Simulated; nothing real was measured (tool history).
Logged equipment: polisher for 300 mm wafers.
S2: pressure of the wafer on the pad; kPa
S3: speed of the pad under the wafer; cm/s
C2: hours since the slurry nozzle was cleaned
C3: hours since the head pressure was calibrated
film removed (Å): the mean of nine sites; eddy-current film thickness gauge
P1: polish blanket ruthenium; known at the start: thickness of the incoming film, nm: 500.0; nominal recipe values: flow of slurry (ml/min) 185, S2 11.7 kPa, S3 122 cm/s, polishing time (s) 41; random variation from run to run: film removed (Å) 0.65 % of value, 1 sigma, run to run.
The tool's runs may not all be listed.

Run 1, hour 9.8: flow of slurry (ml/min) 185, S2 11.7 kPa, S3 122 cm/s, polishing time (s) 41; wafers polished on this pad 797; C2 143.1; C3 226.0. Result: film removed (Å) 561.04.
Run 2, hour 16.6: flow of slurry (ml/min) 185, S2 11.7 kPa, S3 122 cm/s, polishing time (s) 59; wafers polished on this pad 848; C2 149.9; C3 232.8. Result: film removed (Å) 809.04.
Run 3, hour 22.7: flow of slurry (ml/min) 110, S2 11.7 kPa, S3 122 cm/s, polishing time (s) 41; wafers polished on this pad 894; C2 156.0; C3 238.9. Result: film removed (Å) 509.59.
Run 4, hour 34.8: flow of slurry (ml/min) 185, S2 11.7 kPa, S3 56 cm/s, polishing time (s) 41; wafers polished on this pad 986; C2 168.1; C3 251.0. Result: film removed (Å) 257.44.
Run 5, hour 45.7: flow of slurry (ml/min) 185, S2 11.7 kPa, S3 174 cm/s, polishing time (s) 41; wafers polished on this pad 1068; C2 179.0; C3 261.9. Result: film removed (Å) 803.33.
Run 6, hour 53.6: flow of slurry (ml/min) 285, S2 11.7 kPa, S3 122 cm/s, polishing time (s) 41; wafers polished on this pad 1128; C2 186.9; C3 269.8. Result: film removed (Å) 590.77.
Run 7, hour 65.2: flow of slurry (ml/min) 185, S2 11.7 kPa, S3 122 cm/s, polishing time (s) 41; wafers polished on this pad 1216; C2 198.5; C3 281.4. Result: film removed (Å) 557.59.
Run 8, hour 77.2: flow of slurry (ml/min) 185, S2 11.7 kPa, S3 122 cm/s, polishing time (s) 18; wafers polished on this pad 1307; C2 210.5; C3 293.4. Result: film removed (Å) 244.96.
Run 9, hour 87.8: flow of slurry (ml/min) 185, S2 18.6 kPa, S3 122 cm/s, polishing time (s) 41; wafers polished on this pad 1387; C2 221.1; C3 304.0. Result: film removed (Å) 899.51.
Run 10, hour 98.5: flow of slurry (ml/min) 185, S2 11.7 kPa, S3 122 cm/s, polishing time (s) 41; wafers polished on this pad 1468; C2 231.8; C3 314.7. Result: film removed (Å) 563.22.
Run 11, hour 109.3: flow of slurry (ml/min) 185, S2 15.9 kPa, S3 122 cm/s, polishing time (s) 27; wafers polished on this pad 1550; C2 242.6; C3 325.5. Result: film removed (Å) 499.57.
Run 12, hour 119.0: flow of slurry (ml/min) 185, S2 11.7 kPa, S3 122 cm/s, polishing time (s) 41; wafers polished on this pad 1623; C2 252.3; C3 335.2. Result: film removed (Å) 558.75.
Run 13, hour 125.6: flow of slurry (ml/min) 185, S2 6.9 kPa, S3 122 cm/s, polishing time (s) 41; wafers polished on this pad 1673; C2 258.9; C3 341.8. Result: film removed (Å) 331.52.
Run 14, hour 133.1: flow of slurry (ml/min) 185, S2 7.6 kPa, S3 122 cm/s, polishing time (s) 20; wafers polished on this pad 1730; C2 266.4; C3 349.3. Result: film removed (Å) 176.20.
Run 15, hour 142.6: flow of slurry (ml/min) 185, S2 11.7 kPa, S3 122 cm/s, polishing time (s) 41; wafers polished on this pad 1802; C2 275.9; C3 358.8. Result: film removed (Å) 560.55.
Run 16, hour 148.5: flow of slurry (ml/min) 185, S2 11.7 kPa, S3 122 cm/s, polishing time (s) 41; wafers polished on this pad 1847; C2 281.8; C3 364.7. Result: film removed (Å) 565.42.
Run 17, hour 159.0: flow of slurry (ml/min) 185, S2 11.7 kPa, S3 122 cm/s, polishing time (s) 41; wafers polished on this pad 1926; C2 292.3; C3 375.2. Result: film removed (Å) 541.38.
Run 18, hour 164.9: flow of slurry (ml/min) 185, S2 11.7 kPa, S3 122 cm/s, polishing time (s) 41; wafers polished on this pad 1971; C2 298.2; C3 381.1. Result: film removed (Å) 542.08.
Run 19, hour 174.1: flow of slurry (ml/min) 185, S2 11.7 kPa, S3 122 cm/s, polishing time (s) 41; wafers polished on this pad 2041; C2 307.4; C3 390.3. Result: film removed (Å) 532.85.
Run 20, hour 184.6: flow of slurry (ml/min) 185, S2 11.7 kPa, S3 122 cm/s, polishing time (s) 41; wafers polished on this pad 2120; C2 317.9; C3 400.8. Result: film removed (Å) 536.86.
At hour 186.1: worn pad replaced by a new one.
Run 21, hour 191.8: flow of slurry (ml/min) 185, S2 11.7 kPa, S3 122 cm/s, polishing time (s) 41; wafers polished on this pad 43; C2 325.1; C3 408.0. Result: film removed (Å) 525.10.
Run 22, hour 202.0: flow of slurry (ml/min) 185, S2 11.7 kPa, S3 122 cm/s, polishing time (s) 41; wafers polished on this pad 121; C2 335.3; C3 418.2. Result: film removed (Å) 525.91.
Run 23, hour 211.5: flow of slurry (ml/min) 185, S2 11.7 kPa, S3 122 cm/s, polishing time (s) 41; wafers polished on this pad 193; C2 344.8; C3 427.7. Result: film removed (Å) 533.27.
Run 24, hour 223.9: flow of slurry (ml/min) 185, S2 11.7 kPa, S3 122 cm/s, polishing time (s) 41; wafers polished on this pad 286; C2 357.2; C3 440.1. Result: film removed (Å) 530.81.

What P1 gives has crept off from where it sat before. The 2 causes that follow fit the log equally well, each at the size noted:
A: slurry flow missing at the pad, % = 31.7
B: head's pressure below its setpoint, % = 6.35
The gradual shift began around hour 148.5.
Each remaining cause and why it is not a fit:
removal rate lost through wear of the pad, %: serviced at hour 186.1, after the change had begun; the process did not return to its earlier output

Which of the 4 check runs listed below, each an average over 2 wafers with its results shown as question marks, gives clearly different results under the different listed causes?
Run check 1, hour 236.3: flow of slurry (ml/min) 185, S2 14.5 kPa, S3 66 cm/s, polishing time (s) 41. Result: film removed (Å) ?.
Run check 2, hour 236.3: flow of slurry (ml/min) 185, S2 7.6 kPa, S3 122 cm/s, polishing time (s) 58. Result: film removed (Å) ?.
Run check 3, hour 236.3: flow of slurry (ml/min) 110, S2 11.7 kPa, S3 122 cm/s, polishing time (s) 41. Result: film removed (Å) ?.
Run check 4, hour 236.3: flow of slurry (ml/min) 185, S2 17.2 kPa, S3 150 cm/s, polishing time (s) 41. Result: film removed (Å) ?.

Outcome of each check run for each possible cause:
  check            result    if A    if B
check 1  film removed (Å)  351.52  351.47
check 2  film removed (Å)  481.49  481.42
check 3  film removed (Å)  459.86  478.03
check 4  film removed (Å)  951.08  950.95
Per-check spread between the two closest causes, in the result where they differ most: check 1 0.01 %; check 2 0.01 %; check 3 3.88 %; check 4 0.01 %
The other checks would show nearly matching results whichever cause is true, so check 3 is the only one that separates the causes.

After running check 3, the following was obtained: film removed (Å) 477.19. Which cause does this point to?

Of the candidate causes, it is B: head's pressure below its setpoint, %.

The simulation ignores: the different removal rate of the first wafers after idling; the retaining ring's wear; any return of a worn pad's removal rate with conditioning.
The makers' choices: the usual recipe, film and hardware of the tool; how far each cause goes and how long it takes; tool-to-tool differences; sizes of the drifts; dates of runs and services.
